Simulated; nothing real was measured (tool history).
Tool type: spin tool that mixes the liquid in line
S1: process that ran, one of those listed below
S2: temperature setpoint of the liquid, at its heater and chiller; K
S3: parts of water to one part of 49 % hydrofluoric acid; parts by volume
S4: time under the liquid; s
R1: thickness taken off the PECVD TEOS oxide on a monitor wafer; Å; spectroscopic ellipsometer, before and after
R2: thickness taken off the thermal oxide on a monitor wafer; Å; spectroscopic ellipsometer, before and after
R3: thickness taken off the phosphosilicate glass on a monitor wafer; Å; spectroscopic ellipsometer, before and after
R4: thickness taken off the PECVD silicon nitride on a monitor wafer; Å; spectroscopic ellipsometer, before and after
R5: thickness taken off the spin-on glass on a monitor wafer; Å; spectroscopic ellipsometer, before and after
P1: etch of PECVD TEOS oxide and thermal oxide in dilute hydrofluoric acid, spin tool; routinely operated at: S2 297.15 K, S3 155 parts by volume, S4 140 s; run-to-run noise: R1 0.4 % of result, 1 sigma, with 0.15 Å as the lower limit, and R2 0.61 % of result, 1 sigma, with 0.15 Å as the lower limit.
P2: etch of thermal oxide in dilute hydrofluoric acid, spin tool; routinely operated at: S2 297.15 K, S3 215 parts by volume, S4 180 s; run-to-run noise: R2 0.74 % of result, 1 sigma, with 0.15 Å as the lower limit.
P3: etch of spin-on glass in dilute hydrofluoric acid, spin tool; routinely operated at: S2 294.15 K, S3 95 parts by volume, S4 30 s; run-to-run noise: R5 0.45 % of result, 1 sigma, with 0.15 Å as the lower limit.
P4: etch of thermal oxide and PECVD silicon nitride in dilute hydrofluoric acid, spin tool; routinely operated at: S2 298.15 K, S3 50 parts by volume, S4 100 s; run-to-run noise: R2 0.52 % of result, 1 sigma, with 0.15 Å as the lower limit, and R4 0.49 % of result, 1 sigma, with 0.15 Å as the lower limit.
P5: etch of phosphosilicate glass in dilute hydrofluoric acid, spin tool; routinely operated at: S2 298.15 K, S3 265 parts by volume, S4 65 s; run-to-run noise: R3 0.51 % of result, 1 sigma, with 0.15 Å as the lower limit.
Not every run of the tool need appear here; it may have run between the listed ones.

| run | day | S1 | S2 | S3 | S4 | R1 | R2 | R3 | R4 | R5 |
|---|---|---|---|---|---|---|---|---|---|---|
| 1 | 0.121 | P1 | 297.15 | 155 | 140 | 126 | 40.36 |  |  |  |
| 2 | 0.3 | P2 | 297.15 | 215 | 180 |  | 35.033 |  |  |  |
| 3 | 0.45 | P5 | 298.15 | 265 | 65 |  |  | 139.49 |  |  |
| 4 | 0.638 | P1 | 297.15 | 155 | 140 | 124.34 | 40.46 |  |  |  |
| 5 | 0.754 | P2 | 297.15 | 135 | 180 |  | 60.59 |  |  |  |
| 6 | 0.942 | P5 | 298.15 | 265 | 15 |  |  | 32.545 |  |  |
| 7 | 1.067 | P4 | 298.15 | 50 | 100 |  | 111.78 |  | 114.64 |  |
| 8 | 1.246 | P1 | 297.15 | 155 | 255 | 228.11 | 73.379 |  |  |  |
| 9 | 1.404 | P3 | 294.15 | 95 | 30 |  |  |  |  | 126.28 |
| 10 | 1.633 | P2 | 297.15 | 215 | 340 |  | 66.058 |  |  |  |
| 11 | 1.804 | P5 | 298.15 | 115 | 65 |  |  | 379.54 |  |  |
| 12 | 2 | P5 | 291.15 | 265 | 65 |  |  | 107.57 |  |  |
| 13 | 2.204 | P1 | 297.15 | 155 | 140 | 126.04 | 40.521 |  |  |  |
| 14 | 2.321 | P1 | 297.15 | 155 | 140 | 125.36 | 40.39 |  |  |  |
| 15 | 2.5 | P1 | 297.15 | 155 | 140 | 125.46 | 40.093 |  |  |  |
| 16 | 2.671 | P1 | 297.15 | 255 | 140 | 68.412 | 21.974 |  |  |  |
| 17 | 2.862 | P2 | 303.15 | 215 | 180 |  | 43.675 |  |  |  |
| 18 | 3.096 | P1 | 297.15 | 90 | 140 | 233.82 | 75.831 |  |  |  |
| 19 | 3.262 | P4 | 298.15 | 20 | 100 |  | 290.2 |  | 278.74 |  |
| 20 | 3.5 | P4 | 305.65 | 50 | 100 |  | 150.27 |  | 187.61 |  |
| 21 | 3.629 | P1 | 302.65 | 155 | 140 | 153.88 | 49.711 |  |  |  |
| 22 | 3.85 | P3 | 290.15 | 95 | 30 |  |  |  |  | 107.58 |
| 23 | 3.988 | P3 | 294.15 | 95 | 55 |  |  |  |  | 232.57 |
| 24 | 4.138 | P1 | 297.15 | 155 | 65 | 58.528 | 18.658 |  |  |  |
| 25 | 4.25 | P3 | 294.15 | 45 | 30 |  |  |  |  | 283.89 |
| 26 | 4.371 | P4 | 298.15 | 50 | 20 |  | 22.118 |  | 23.227 |  |
| 27 | 4.529 | P5 | 298.15 | 265 | 65 |  |  | 139.59 |  |  |
| 28 | 4.754 | P1 | 297.15 | 215 | 40 | 24.285 | 7.6765 |  |  |  |
| 29 | 4.967 | P1 | 291.65 | 155 | 140 | 100.86 | 32.919 |  |  |  |
| 30 | 5.171 | P1 | 297.15 | 155 | 140 | 125.06 | 40.693 |  |  |  |
| 31 | 5.358 | P1 | 297.15 | 155 | 140 | 128.12 | 41.56 |  |  |  |
| 32 | 5.488 | P1 | 297.15 | 155 | 140 | 130.1 | 41.951 |  |  |  |
| 33 | 5.621 | P1 | 297.15 | 155 | 140 | 131.2 | 42.036 |  |  |  |
| 34 | 5.804 | P1 | 297.15 | 155 | 140 | 132.16 | 42.803 |  |  |  |
| 35 | 6.05 | P1 | 297.15 | 155 | 140 | 132.99 | 42.472 |  |  |  |
| 36 | 6.204 | P1 | 297.15 | 155 | 140 | 133.12 | 42.939 |  |  |  |
| 37 | 6.321 | P1 | 297.15 | 155 | 140 | 134.29 | 42.859 |  |  |  |
| 38 | 6.483 | P1 | 297.15 | 155 | 140 | 133.6 | 43.076 |  |  |  |
| 39 | 6.679 | P1 | 297.15 | 155 | 140 | 134.51 | 43.493 |  |  |  |
| 40 | 6.896 | P1 | 297.15 | 155 | 140 | 134.08 | 43.28 |  |  |  |
| 41 | 7.138 | P1 | 297.15 | 155 | 140 | 135.08 | 43.351 |  |  |  |

What P1 gives has crept away from where it was. These 2 causes fit the log equally well, each at the size given:
A: hydrofluoric acid flow above the setpoint (%) = 6.17
B: liquid hotter than its thermometer reads (K) = 1.86
The gradual shift began around day 5.171.

Of the 4 check runs listed below, each run on one wafer and each result written as a question mark, which would let you distinguish the listed causes because they would give clearly different results?
| check 1 | 7.379 | P5 | 298.15 | 265 | 65 |  |  | ? |  |  |
| check 2 | 7.379 | P4 | 298.15 | 50 | 100 |  | ? |  | ? |  |
| check 3 | 7.379 | P2 | 297.15 | 215 | 180 |  | ? |  |  |  |
| check 4 | 7.379 | P3 | 294.15 | 95 | 30 |  |  |  |  | ? |

What every check run would give for each of its results, assuming each possible cause in turn:
| check | result | if A | if B |
|---|---|---|---|
| check 1 | R3 | 151 | 149.29 |
| check 2 | R2 | 119.28 | 120.65 |
| check 2 | R4 | 121.49 | 129.64 |
| check 3 | R2 | 37.84 | 37.622 |
| check 4 | R5 | 135.51 | 136.75 |
Per-check spread between the two closest causes, in the result where they differ most: check 1 1.14 %; check 2 6.49 %; check 3 0.58 %; check 4 0.91 %
Of the check runs offered, only check 2 discriminates between the causes; the rest would read about the same regardless of which cause applies.

Check 2 was carried out, with these results: R2 121.28 Å; R4 130.86 Å. Which of the listed causes is responsible?

Of the candidate causes, it is B: liquid hotter than its thermometer reads (K).

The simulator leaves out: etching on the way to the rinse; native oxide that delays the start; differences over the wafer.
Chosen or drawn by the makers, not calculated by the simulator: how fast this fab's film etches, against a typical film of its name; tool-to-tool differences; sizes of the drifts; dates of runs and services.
